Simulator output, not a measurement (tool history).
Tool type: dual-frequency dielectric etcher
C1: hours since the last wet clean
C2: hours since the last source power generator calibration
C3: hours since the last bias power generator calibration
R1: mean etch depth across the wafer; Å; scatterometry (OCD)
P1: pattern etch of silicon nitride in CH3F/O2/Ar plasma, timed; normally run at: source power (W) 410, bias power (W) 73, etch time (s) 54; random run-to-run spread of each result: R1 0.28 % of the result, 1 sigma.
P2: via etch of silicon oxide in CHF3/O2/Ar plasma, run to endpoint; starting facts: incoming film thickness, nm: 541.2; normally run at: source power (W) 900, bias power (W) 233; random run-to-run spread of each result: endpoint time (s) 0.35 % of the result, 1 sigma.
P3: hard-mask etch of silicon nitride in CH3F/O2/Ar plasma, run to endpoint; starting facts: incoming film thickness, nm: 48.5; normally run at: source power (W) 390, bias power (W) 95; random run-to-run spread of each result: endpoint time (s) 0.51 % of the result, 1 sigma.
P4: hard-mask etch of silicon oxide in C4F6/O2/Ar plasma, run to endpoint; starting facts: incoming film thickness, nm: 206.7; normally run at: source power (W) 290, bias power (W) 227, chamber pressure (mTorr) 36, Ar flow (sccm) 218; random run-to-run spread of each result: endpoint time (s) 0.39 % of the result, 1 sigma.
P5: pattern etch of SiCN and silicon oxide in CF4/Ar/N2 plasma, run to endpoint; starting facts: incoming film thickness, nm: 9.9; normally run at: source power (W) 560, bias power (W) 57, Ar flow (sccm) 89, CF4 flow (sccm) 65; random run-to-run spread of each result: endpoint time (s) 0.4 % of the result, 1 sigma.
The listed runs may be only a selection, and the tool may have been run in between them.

run 1 hour=9.1 | process_that_ran=P1 source_power_(W)=410 bias_power_(W)=73 etch_time_(s)=54 | C1=87.3 C2=2681.4 C3=2199.3 | R1=386.63
run 2 hour=16.1 | process_that_ran=P1 source_power_(W)=560 bias_power_(W)=73 etch_time_(s)=54 | C1=94.3 C2=2688.4 C3=2206.3 | R1=435.01
run 3 hour=23.8 | process_that_ran=P3 source_power_(W)=390 bias_power_(W)=95 | C1=102 C2=2696.1 C3=2214 | endpoint_time_(s)=66.029
run 4 hour=33.4 | process_that_ran=P1 source_power_(W)=410 bias_power_(W)=73 etch_time_(s)=41 | C1=111.6 C2=2705.7 C3=2223.6 | R1=293.29
run 5 hour=44.8 | process_that_ran=P3 source_power_(W)=280 bias_power_(W)=95 | C1=123 C2=2717.1 C3=2235 | endpoint_time_(s)=75.237
run 6 hour=52.9 | process_that_ran=P1 source_power_(W)=410 bias_power_(W)=73 etch_time_(s)=54 | C1=131.1 C2=2725.2 C3=2243.1 | R1=387.03
-- hour=58.9 source power generator calibrated
run 7 hour=65.6 | process_that_ran=P1 source_power_(W)=410 bias_power_(W)=99 etch_time_(s)=54 | C1=143.8 C2=6.7 C3=2255.8 | R1=430.74
run 8 hour=78.6 | process_that_ran=P1 source_power_(W)=410 bias_power_(W)=73 etch_time_(s)=74.5 | C1=156.8 C2=19.7 C3=2268.8 | R1=531.38
run 9 hour=91.2 | process_that_ran=P3 source_power_(W)=390 bias_power_(W)=115 | C1=169.4 C2=32.3 C3=2281.4 | endpoint_time_(s)=61.353
run 10 hour=102.3 | process_that_ran=P5 source_power_(W)=560 bias_power_(W)=45 Ar_flow_(sccm)=89 CF4_flow_(sccm)=65 | C1=180.5 C2=43.4 C3=2292.5 | endpoint_time_(s)=11.121
run 11 hour=115 | process_that_ran=P1 source_power_(W)=410 bias_power_(W)=55 etch_time_(s)=41.5 | C1=193.2 C2=56.1 C3=2305.2 | R1=268.95
run 12 hour=126.6 | process_that_ran=P2 source_power_(W)=900 bias_power_(W)=179 | C1=204.8 C2=67.7 C3=2316.8 | endpoint_time_(s)=238.69
run 13 hour=139.8 | process_that_ran=P5 source_power_(W)=560 bias_power_(W)=57 Ar_flow_(sccm)=89 CF4_flow_(sccm)=65 | C1=218 C2=80.9 C3=2330 | endpoint_time_(s)=10.374
run 14 hour=152 | process_that_ran=P5 source_power_(W)=750 bias_power_(W)=57 Ar_flow_(sccm)=89 CF4_flow_(sccm)=65 | C1=230.2 C2=93.1 C3=2342.2 | endpoint_time_(s)=7.9991
run 15 hour=158.5 | process_that_ran=P4 source_power_(W)=290 bias_power_(W)=227 Ar_flow_(sccm)=144 chamber_pressure_(mTorr)=36 | C1=236.7 C2=99.6 C3=2348.7 | endpoint_time_(s)=62.871
run 16 hour=171.2 | process_that_ran=P1 source_power_(W)=410 bias_power_(W)=73 etch_time_(s)=54 | C1=249.4 C2=112.3 C3=2361.4 | R1=388.01
run 17 hour=180.1 | process_that_ran=P1 source_power_(W)=410 bias_power_(W)=73 etch_time_(s)=54 | C1=258.3 C2=121.2 C3=2370.3 | R1=385.87
run 18 hour=188.8 | process_that_ran=P1 source_power_(W)=340 bias_power_(W)=49 etch_time_(s)=54 | C1=267 C2=129.9 C3=2379 | R1=315.25
run 19 hour=195.4 | process_that_ran=P4 source_power_(W)=400 bias_power_(W)=227 Ar_flow_(sccm)=218 chamber_pressure_(mTorr)=36 | C1=273.6 C2=136.5 C3=2385.6 | endpoint_time_(s)=58.495
run 20 hour=205.7 | process_that_ran=P5 source_power_(W)=560 bias_power_(W)=57 Ar_flow_(sccm)=89 CF4_flow_(sccm)=65 | C1=283.9 C2=146.8 C3=2395.9 | endpoint_time_(s)=10.4
run 21 hour=214.7 | process_that_ran=P1 source_power_(W)=310 bias_power_(W)=73 etch_time_(s)=54 | C1=292.9 C2=155.8 C3=2404.9 | R1=347.81
run 22 hour=221 | process_that_ran=P4 source_power_(W)=290 bias_power_(W)=227 Ar_flow_(sccm)=218 chamber_pressure_(mTorr)=43.5 | C1=299.2 C2=162.1 C3=2411.2 | endpoint_time_(s)=67.258
run 23 hour=229.5 | process_that_ran=P5 source_power_(W)=560 bias_power_(W)=57 Ar_flow_(sccm)=62 CF4_flow_(sccm)=65 | C1=307.7 C2=170.6 C3=2419.7 | endpoint_time_(s)=9.7479
run 24 hour=236.3 | process_that_ran=P2 source_power_(W)=680 bias_power_(W)=233 | C1=314.5 C2=177.4 C3=2426.5 | endpoint_time_(s)=243.21
run 25 hour=244.3 | process_that_ran=P1 source_power_(W)=410 bias_power_(W)=58 etch_time_(s)=54 | C1=322.5 C2=185.4 C3=2434.5 | R1=357.62
run 26 hour=257.2 | process_that_ran=P1 source_power_(W)=410 bias_power_(W)=73 etch_time_(s)=54 | C1=335.4 C2=198.3 C3=2447.4 | R1=385.22
run 27 hour=264.6 | process_that_ran=P3 source_power_(W)=390 bias_power_(W)=95 | C1=342.8 C2=205.7 C3=2454.8 | endpoint_time_(s)=65.397
run 28 hour=276.7 | process_that_ran=P4 source_power_(W)=290 bias_power_(W)=314 Ar_flow_(sccm)=218 chamber_pressure_(mTorr)=36 | C1=354.9 C2=217.8 C3=2466.9 | endpoint_time_(s)=58.859
run 29 hour=285 | process_that_ran=P2 source_power_(W)=900 bias_power_(W)=233 | C1=363.2 C2=226.1 C3=2475.2 | endpoint_time_(s)=218.59
run 30 hour=296.3 | process_that_ran=P1 source_power_(W)=410 bias_power_(W)=101 etch_time_(s)=30.5 | C1=374.5 C2=237.4 C3=2486.5 | R1=245.07
run 31 hour=305.7 | process_that_ran=P4 source_power_(W)=290 bias_power_(W)=227 Ar_flow_(sccm)=218 chamber_pressure_(mTorr)=36 | C1=383.9 C2=246.8 C3=2495.9 | endpoint_time_(s)=65.802
run 32 hour=311.4 | process_that_ran=P5 source_power_(W)=560 bias_power_(W)=57 Ar_flow_(sccm)=89 CF4_flow_(sccm)=48 | C1=389.6 C2=252.5 C3=2501.6 | endpoint_time_(s)=10.867
run 33 hour=317.5 | process_that_ran=P1 source_power_(W)=410 bias_power_(W)=73 etch_time_(s)=54 | C1=395.7 C2=258.6 C3=2507.7 | R1=386.12
run 34 hour=326 | process_that_ran=P1 source_power_(W)=410 bias_power_(W)=73 etch_time_(s)=54 | C1=404.2 C2=267.1 C3=2516.2 | R1=384.07
run 35 hour=336.9 | process_that_ran=P1 source_power_(W)=410 bias_power_(W)=73 etch_time_(s)=54 | C1=415.1 C2=278 C3=2527.1 | R1=383.36
run 36 hour=346.8 | process_that_ran=P1 source_power_(W)=410 bias_power_(W)=73 etch_time_(s)=54 | C1=425 C2=287.9 C3=2537 | R1=380.72
-- hour=353 wet clean of the chamber
run 37 hour=354.7 | process_that_ran=P1 source_power_(W)=410 bias_power_(W)=73 etch_time_(s)=54 | C1=1.7 C2=295.8 C3=2544.9 | R1=381.93
run 38 hour=364.6 | process_that_ran=P1 source_power_(W)=410 bias_power_(W)=73 etch_time_(s)=54 | C1=11.6 C2=305.7 C3=2554.8 | R1=380.82
run 39 hour=374.9 | process_that_ran=P1 source_power_(W)=410 bias_power_(W)=73 etch_time_(s)=54 | C1=21.9 C2=316 C3=2565.1 | R1=378.82
run 40 hour=380.7 | process_that_ran=P1 source_power_(W)=410 bias_power_(W)=73 etch_time_(s)=54 | C1=27.7 C2=321.8 C3=2570.9 | R1=380.12
run 41 hour=392.9 | process_that_ran=P1 source_power_(W)=410 bias_power_(W)=73 etch_time_(s)=54 | C1=39.9 C2=334 C3=2583.1 | R1=381.91

P1 no longer gives what it gave before; its output has crept away from where it was. The following 2 causes, each at its listed size, fit the log equally well:
A: bias power that arrives under what is set, % = 4.24
B: source power that arrives under what is set, % = 3.83
The gradual shift began around hour 317.5.
What rules out each remaining cause:
chamber walls in a state that lowers the etch rate, %: serviced at hour 353, which brought nothing back

Below are 4 check runs, each averaged over 2 wafers, with their results shown as question marks. Which of them would give clearly different results depending on which cause is behind the drift?
run check 1 hour=405.1 | process_that_ran=P4 source_power_(W)=290 bias_power_(W)=227 Ar_flow_(sccm)=218 chamber_pressure_(mTorr)=36 | endpoint_time_(s)=?
run check 2 hour=405.1 | process_that_ran=P5 source_power_(W)=560 bias_power_(W)=57 Ar_flow_(sccm)=89 CF4_flow_(sccm)=65 | endpoint_time_(s)=?
run check 3 hour=405.1 | process_that_ran=P3 source_power_(W)=390 bias_power_(W)=95 | endpoint_time_(s)=?
run check 4 hour=405.1 | process_that_ran=P2 source_power_(W)=900 bias_power_(W)=233 | endpoint_time_(s)=?

Check results expected under each cause:
check=check_1 result=endpoint_time_(s) if_A=66.622 if_B=66.642
check=check_2 result=endpoint_time_(s) if_A=10.472 if_B=10.698
check=check_3 result=endpoint_time_(s) if_A=67.178 if_B=67.102
check=check_4 result=endpoint_time_(s) if_A=222.27 if_B=222.26
Smallest distance between any two causes, each pair judged by its most separating result, in per cent: check 1 0.03 %; check 2 2.14 %; check 3 0.11 %; check 4 0 %
Check 2 tells the causes apart: in the others they would give nearly the same result.

Check 2 was then run and gave: endpoint time (s) 10.689. Which cause is it?

It is B: source power that arrives under what is set, %.

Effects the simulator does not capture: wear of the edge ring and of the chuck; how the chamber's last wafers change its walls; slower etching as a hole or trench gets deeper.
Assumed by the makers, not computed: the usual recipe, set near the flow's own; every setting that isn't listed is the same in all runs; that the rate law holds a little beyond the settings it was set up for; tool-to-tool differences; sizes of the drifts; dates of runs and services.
